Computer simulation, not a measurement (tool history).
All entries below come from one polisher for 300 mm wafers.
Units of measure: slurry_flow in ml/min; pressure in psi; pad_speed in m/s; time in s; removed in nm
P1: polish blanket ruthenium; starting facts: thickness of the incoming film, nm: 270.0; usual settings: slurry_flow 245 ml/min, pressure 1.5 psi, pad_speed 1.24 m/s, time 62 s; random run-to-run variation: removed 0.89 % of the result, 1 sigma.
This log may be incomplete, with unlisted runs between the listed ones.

Run 1, hour 7.7: slurry_flow 245 ml/min, pressure 1.5 psi, pad_speed 1.24 m/s, time 62 s. Result: removed 54.755 nm.
Run 2, hour 13.3: slurry_flow 245 ml/min, pressure 2.2 psi, pad_speed 1.24 m/s, time 30 s. Result: removed 39.655 nm.
Run 3, hour 20.1: slurry_flow 245 ml/min, pressure 1.5 psi, pad_speed 1.24 m/s, time 96 s. Result: removed 86.679 nm.
Run 4, hour 24.1: slurry_flow 145 ml/min, pressure 1.5 psi, pad_speed 1.24 m/s, time 62 s. Result: removed 50.765 nm.
Run 5, hour 31.5: slurry_flow 355 ml/min, pressure 1.5 psi, pad_speed 1.24 m/s, time 37 s. Result: removed 33.814 nm.
Run 6, hour 35.1: slurry_flow 245 ml/min, pressure 1.5 psi, pad_speed 1.24 m/s, time 62 s. Result: removed 55.78 nm.
At hour 36.5: head pressure recalibrated.
Run 7, hour 39.7: slurry_flow 245 ml/min, pressure 1.5 psi, pad_speed 1.24 m/s, time 62 s. Result: removed 54.726 nm.
Run 8, hour 46.3: slurry_flow 245 ml/min, pressure 1.5 psi, pad_speed 0.56 m/s, time 62 s. Result: removed 24.725 nm.
Run 9, hour 51.8: slurry_flow 245 ml/min, pressure 1.5 psi, pad_speed 1.24 m/s, time 62 s. Result: removed 54.226 nm.
Run 10, hour 59.1: slurry_flow 245 ml/min, pressure 1.1 psi, pad_speed 1.24 m/s, time 62 s. Result: removed 39.887 nm.
Run 11, hour 64.7: slurry_flow 245 ml/min, pressure 1.5 psi, pad_speed 1.24 m/s, time 62 s. Result: removed 54.515 nm.
Run 12, hour 69.6: slurry_flow 245 ml/min, pressure 1.5 psi, pad_speed 1.78 m/s, time 62 s. Result: removed 78.535 nm.
Run 13, hour 73.8: slurry_flow 305 ml/min, pressure 1.5 psi, pad_speed 1.24 m/s, time 62 s. Result: removed 55.964 nm.
Run 14, hour 81.1: slurry_flow 245 ml/min, pressure 1.5 psi, pad_speed 1.24 m/s, time 62 s. Result: removed 54.206 nm.
Run 15, hour 87: slurry_flow 245 ml/min, pressure 2.3 psi, pad_speed 1.24 m/s, time 62 s. Result: removed 85.43 nm.
Run 16, hour 93.2: slurry_flow 245 ml/min, pressure 1.5 psi, pad_speed 1.24 m/s, time 30 s. Result: removed 26.876 nm.
Run 17, hour 100.1: slurry_flow 245 ml/min, pressure 1.5 psi, pad_speed 1.24 m/s, time 62 s. Result: removed 55.381 nm.
Run 18, hour 104.6: slurry_flow 245 ml/min, pressure 1.5 psi, pad_speed 1.24 m/s, time 62 s. Result: removed 53.755 nm.
Run 19, hour 108.7: slurry_flow 245 ml/min, pressure 1.5 psi, pad_speed 1.24 m/s, time 62 s. Result: removed 53.182 nm.
Run 20, hour 114.2: slurry_flow 245 ml/min, pressure 1.5 psi, pad_speed 1.24 m/s, time 62 s. Result: removed 53.284 nm.
Run 21, hour 119.4: slurry_flow 245 ml/min, pressure 1.5 psi, pad_speed 1.24 m/s, time 62 s. Result: removed 52.743 nm.
Run 22, hour 123.2: slurry_flow 245 ml/min, pressure 1.5 psi, pad_speed 1.24 m/s, time 62 s. Result: removed 53.226 nm.
At hour 124.2: worn pad replaced by a new one.
Run 23, hour 128.8: slurry_flow 245 ml/min, pressure 1.5 psi, pad_speed 1.24 m/s, time 62 s. Result: removed 52.233 nm.
Run 24, hour 132.5: slurry_flow 245 ml/min, pressure 1.5 psi, pad_speed 1.24 m/s, time 62 s. Result: removed 52.347 nm.

P1 has crept away from where it was. The log is fitted equally well by each of these 2 causes, at the sizes shown:
A: head's pressure below its setpoint, % = 4.62
B: slurry flow missing at the pad, % = 30.3
The creep began at about hour 100.1.
Excluded causes, each with its reason:
removal rate lost through wear of the pad, %: its service at hour 124.2 followed the start of the drift and did not put the process back to its old value

Which of the 4 check runs listed below, each an average over 5 wafers with its results shown as question marks, gives clearly different results under the different listed causes?
Run check 1, hour 136.2: slurry_flow 245 ml/min, pressure 1.2 psi, pad_speed 1.24 m/s, time 62 s. Result: removed ?.
Run check 2, hour 136.2: slurry_flow 145 ml/min, pressure 1.5 psi, pad_speed 1.24 m/s, time 62 s. Result: removed ?.
Run check 3, hour 136.2: slurry_flow 245 ml/min, pressure 1.5 psi, pad_speed 1.74 m/s, time 62 s. Result: removed ?.
Run check 4, hour 136.2: slurry_flow 245 ml/min, pressure 2.2 psi, pad_speed 1.24 m/s, time 62 s. Result: removed ?.

What each check would give under each cause:
  check   result    if A    if B
check 1  removed  41.967  41.968
check 2  removed   48.69  47.279
check 3  removed  73.612  73.614
check 4  removed   76.94  76.942
Separation of the two closest causes in each check, using whichever result separates them best: check 1 0 %; check 2 2.94 %; check 3 0 %; check 4 0 %
Check 2 is the one run that separates the causes; every other check would come out nearly the same whichever cause is at work.

Check 2 has now been run. It gave: removed 47.397 nm. Which of the candidate causes is it?

It is B: slurry flow missing at the pad, %.

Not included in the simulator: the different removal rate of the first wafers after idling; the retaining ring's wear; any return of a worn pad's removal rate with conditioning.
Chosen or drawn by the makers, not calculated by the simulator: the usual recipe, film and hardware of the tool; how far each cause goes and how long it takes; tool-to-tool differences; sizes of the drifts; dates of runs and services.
